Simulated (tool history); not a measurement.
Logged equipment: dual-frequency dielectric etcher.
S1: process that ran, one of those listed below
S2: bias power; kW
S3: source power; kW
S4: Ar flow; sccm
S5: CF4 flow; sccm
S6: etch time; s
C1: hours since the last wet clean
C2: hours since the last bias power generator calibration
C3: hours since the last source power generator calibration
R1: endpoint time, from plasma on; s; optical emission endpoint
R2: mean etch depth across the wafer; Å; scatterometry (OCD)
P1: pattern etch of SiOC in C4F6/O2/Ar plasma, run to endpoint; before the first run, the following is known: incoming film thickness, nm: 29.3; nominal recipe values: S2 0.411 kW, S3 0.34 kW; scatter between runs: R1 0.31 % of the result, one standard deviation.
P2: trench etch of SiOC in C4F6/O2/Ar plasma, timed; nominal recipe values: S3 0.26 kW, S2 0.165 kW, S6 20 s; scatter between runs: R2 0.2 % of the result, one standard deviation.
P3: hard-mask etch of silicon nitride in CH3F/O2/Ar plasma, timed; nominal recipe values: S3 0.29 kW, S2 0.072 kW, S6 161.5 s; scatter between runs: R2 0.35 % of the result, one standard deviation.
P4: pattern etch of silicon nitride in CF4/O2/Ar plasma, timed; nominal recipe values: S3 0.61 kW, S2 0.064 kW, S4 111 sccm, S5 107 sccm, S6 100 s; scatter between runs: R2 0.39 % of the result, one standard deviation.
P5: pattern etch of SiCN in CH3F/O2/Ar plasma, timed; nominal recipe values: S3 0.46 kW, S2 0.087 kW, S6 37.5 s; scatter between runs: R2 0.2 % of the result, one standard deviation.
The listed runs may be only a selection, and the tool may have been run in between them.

run	hour	S1	S2	S3	S4	S5	S6	C1	C2	C3	R1	R2
1	6.6	P1	0.411	0.34				217.7	1018.5	731.8	11.498	
2	16.6	P4	0.064	0.61	111	70	100	227.7	1028.5	741.8		2376.2
3	22.6	P1	0.411	0.34				233.7	1034.5	747.8	11.493	
4	31.9	P1	0.411	0.34				243	1043.8	757.1	11.466	
5	40.9	P5	0.087	0.62			37.5	252	1052.8	766.1		175.18
6	47.5	P1	0.411	0.22				258.6	1059.4	772.7	13.407	
# hour 50: bias power generator calibrated
7	57.2	P2	0.165	0.26			25	268.3	7.3	782.4		419.76
8	68.2	P4	0.064	0.61	111	107	64.5	279.3	18.3	793.4		1627.6
9	75.7	P2	0.165	0.16			20	286.8	25.8	800.9		278.01
10	84.6	P4	0.039	0.61	111	107	100	295.7	34.7	809.8		2104.5
11	91.8	P1	0.411	0.41				302.9	41.9	817	10.685	
12	99.2	P2	0.165	0.26			20	310.3	49.3	824.4		334.37
13	104	P3	0.072	0.29			111.5	315.1	54.1	829.2		701.05
# hour 105.1: wet clean of the chamber
14	112.8	P1	0.411	0.34				7.8	62.9	838	11.437	
15	118.6	P1	0.291	0.42				13.6	68.7	843.8	11.971	
16	125.3	P5	0.087	0.46			37.5	20.3	75.4	850.5		156.4
17	135.4	P1	0.333	0.27				30.4	85.5	860.6	13.526	
18	145.1	P3	0.053	0.29			161.5	40.1	95.2	870.3		909.37
19	155.9	P4	0.064	0.61	111	107	100	50.9	106	881.1		2503.7
20	166.8	P2	0.201	0.26			20	61.8	116.9	892		358.84
21	172.7	P3	0.072	0.2			161.5	67.7	122.8	897.9		883.67
22	178.2	P5	0.057	0.46			37.5	73.2	128.3	903.4		135.59
23	186.4	P5	0.087	0.46			29	81.4	136.5	911.6		121.56
# hour 189.4: source power generator calibrated
24	192.8	P1	0.411	0.34				87.8	142.9	3.5	11.508	
25	197.8	P4	0.064	0.61	111	107	100	92.8	147.9	8.5		2516
26	203.1	P3	0.072	0.29			161.5	98.1	153.2	13.8		1014.2
27	213.7	P5	0.087	0.46			37.5	108.7	163.8	24.4		156.45
28	224.1	P4	0.064	0.86	111	107	100	119.1	174.2	34.8		3384.5
29	231.8	P4	0.064	0.61	143	107	100	126.8	181.9	42.5		2435.5
30	238.3	P1	0.511	0.34				133.3	188.4	49	10.593	
31	248.8	P1	0.336	0.34				143.8	198.9	59.5	12.377	
32	259.7	P1	0.411	0.34				154.7	209.8	70.4	11.403	
33	268.8	P1	0.411	0.34				163.8	218.9	79.5	11.357	
34	275	P1	0.411	0.34				170	225.1	85.7	11.366	
35	280.7	P1	0.411	0.34				175.7	230.8	91.4	11.309	
# hour 285.5: wet clean of the chamber
36	287.3	P1	0.411	0.34				1.9	237.4	98	11.3	
37	293.7	P1	0.411	0.34				8.3	243.8	104.4	11.308	
38	304.8	P1	0.411	0.34				19.4	254.9	115.5	11.288	
39	311.5	P1	0.411	0.34				26.1	261.6	122.2	11.275	

What P1 gives has crept away from where it was. These 2 causes fit the log equally well, each at the size given:
A: source power that arrives over what is set, % = 4.24
B: bias power that arrives over what is set, % = 4.29
Onset of the creep was near hour 259.7.
What rules out each remaining cause:
chamber walls in a state that raises the etch rate, %: serviced at hour 285.5, which brought nothing back

Consider the 4 check runs below, whose results appear as question marks and each of which averages 2 wafers. Which one distinguishes the causes, in that each cause would give it a clearly different result?
check 1	318.2	P2	0.165	0.19			20					?
check 2	318.2	P3	0.055	0.29			161.5					?
check 3	318.2	P4	0.064	0.85	111	107	100					?
check 4	318.2	P5	0.06	0.6			37.5					?

If the cause were each of the candidates in turn, the checks would give the following:
check	result	if A	if B
check 1	R2	302.21	301.56
check 2	R2	938.09	936.26
check 3	R2	3483.8	3414.6
check 4	R2	154.96	154.62
Smallest distance between any two causes, each pair judged by its most separating result, in per cent: check 1 0.22 %; check 2 0.2 %; check 3 2.01 %; check 4 0.22 %
Of the check runs offered, only check 3 discriminates between the causes; the rest would read about the same regardless of which cause applies.

Check 3 was then run and gave: R2 3495.2 Å. Which cause is it?

It is A: source power that arrives over what is set, %.
